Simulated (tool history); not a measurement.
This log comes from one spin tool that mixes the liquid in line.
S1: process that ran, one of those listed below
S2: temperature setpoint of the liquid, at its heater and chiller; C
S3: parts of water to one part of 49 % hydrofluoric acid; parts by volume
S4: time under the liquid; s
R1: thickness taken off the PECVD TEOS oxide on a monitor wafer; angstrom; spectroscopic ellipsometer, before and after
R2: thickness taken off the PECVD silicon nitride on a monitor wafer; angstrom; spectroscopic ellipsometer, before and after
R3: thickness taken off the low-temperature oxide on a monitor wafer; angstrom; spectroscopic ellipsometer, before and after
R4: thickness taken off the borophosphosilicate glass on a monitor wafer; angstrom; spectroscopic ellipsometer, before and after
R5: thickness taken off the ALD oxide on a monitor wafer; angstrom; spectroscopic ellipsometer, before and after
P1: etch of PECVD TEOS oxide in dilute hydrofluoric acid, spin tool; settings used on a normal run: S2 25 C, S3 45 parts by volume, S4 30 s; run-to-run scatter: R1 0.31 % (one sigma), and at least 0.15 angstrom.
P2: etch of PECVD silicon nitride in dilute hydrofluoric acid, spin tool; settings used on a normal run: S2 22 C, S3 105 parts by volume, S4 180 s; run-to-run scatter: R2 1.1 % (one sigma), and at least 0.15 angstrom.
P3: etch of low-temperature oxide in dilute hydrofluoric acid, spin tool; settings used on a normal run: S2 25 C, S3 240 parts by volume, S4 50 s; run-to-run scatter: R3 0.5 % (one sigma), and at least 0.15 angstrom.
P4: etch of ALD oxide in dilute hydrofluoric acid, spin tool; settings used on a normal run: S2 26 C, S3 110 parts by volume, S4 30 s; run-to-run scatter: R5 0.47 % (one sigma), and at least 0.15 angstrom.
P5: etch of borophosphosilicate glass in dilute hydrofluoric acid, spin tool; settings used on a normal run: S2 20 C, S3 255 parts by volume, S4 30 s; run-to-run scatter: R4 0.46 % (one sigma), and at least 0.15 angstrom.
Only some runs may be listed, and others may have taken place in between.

Run 1, hour 18.2: S1 P1, S2 25 C, S3 45 parts by volume, S4 30 s. Result: R1 102.19 angstrom.
Run 2, hour 30.4: S1 P1, S2 25 C, S3 20 parts by volume, S4 30 s. Result: R1 236.54 angstrom.
Run 3, hour 38.4: S1 P1, S2 25 C, S3 45 parts by volume, S4 30 s. Result: R1 102.37 angstrom.
Run 4, hour 47.1: S1 P1, S2 32 C, S3 45 parts by volume, S4 55 s. Result: R1 247.81 angstrom.
Run 5, hour 64.1: S1 P2, S2 17 C, S3 105 parts by volume, S4 180 s. Result: R2 18.171 angstrom.
Run 6, hour 78.8: S1 P3, S2 17 C, S3 240 parts by volume, S4 50 s. Result: R3 48.773 angstrom.
Run 7, hour 87: S1 P5, S2 17 C, S3 255 parts by volume, S4 30 s. Result: R4 43.079 angstrom.
Run 8, hour 98.3: S1 P4, S2 26 C, S3 110 parts by volume, S4 30 s. Result: R5 49.729 angstrom.
Run 9, hour 116.4: S1 P1, S2 25 C, S3 45 parts by volume, S4 30 s. Result: R1 102.03 angstrom.
Run 10, hour 126.9: S1 P1, S2 18 C, S3 45 parts by volume, S4 30 s. Result: R1 76.061 angstrom.
Run 11, hour 136: S1 P4, S2 31.5 C, S3 110 parts by volume, S4 30 s. Result: R5 61.786 angstrom.
Run 12, hour 145.4: S1 P4, S2 26 C, S3 25 parts by volume, S4 30 s. Result: R5 247.3 angstrom.
Run 13, hour 155: S1 P2, S2 22 C, S3 105 parts by volume, S4 50 s. Result: R2 7.2806 angstrom.
Run 14, hour 163.6: S1 P1, S2 32 C, S3 45 parts by volume, S4 30 s. Result: R1 135.1 angstrom.
Run 15, hour 176.7: S1 P5, S2 20 C, S3 255 parts by volume, S4 30 s. Result: R4 47.907 angstrom.
Run 16, hour 189.9: S1 P5, S2 20 C, S3 255 parts by volume, S4 60 s. Result: R4 95.662 angstrom.
Run 17, hour 203: S1 P2, S2 22 C, S3 180 parts by volume, S4 180 s. Result: R2 15.554 angstrom.
Run 18, hour 212.5: S1 P1, S2 25 C, S3 45 parts by volume, S4 45 s. Result: R1 152.76 angstrom.
Run 19, hour 225.8: S1 P1, S2 18 C, S3 20 parts by volume, S4 30 s. Result: R1 176.29 angstrom.
Run 20, hour 237.8: S1 P1, S2 25 C, S3 45 parts by volume, S4 15 s. Result: R1 51.266 angstrom.
Run 21, hour 246.1: S1 P4, S2 26 C, S3 110 parts by volume, S4 30 s. Result: R5 50.054 angstrom.
Run 22, hour 264: S1 P3, S2 25 C, S3 45 parts by volume, S4 50 s. Result: R3 445.66 angstrom.
Run 23, hour 278.2: S1 P1, S2 25 C, S3 45 parts by volume, S4 30 s. Result: R1 102.75 angstrom.
Run 24, hour 288.4: S1 P5, S2 20 C, S3 255 parts by volume, S4 30 s. Result: R4 47.918 angstrom.
Run 25, hour 297.4: S1 P1, S2 25 C, S3 45 parts by volume, S4 30 s. Result: R1 102.25 angstrom.

Forecast run 26:
Run 26, hour 311.3: S1 P1, S2 25 C, S3 45 parts by volume, S4 30 s. Result: R1 ?.

R1: 102.5 angstrom
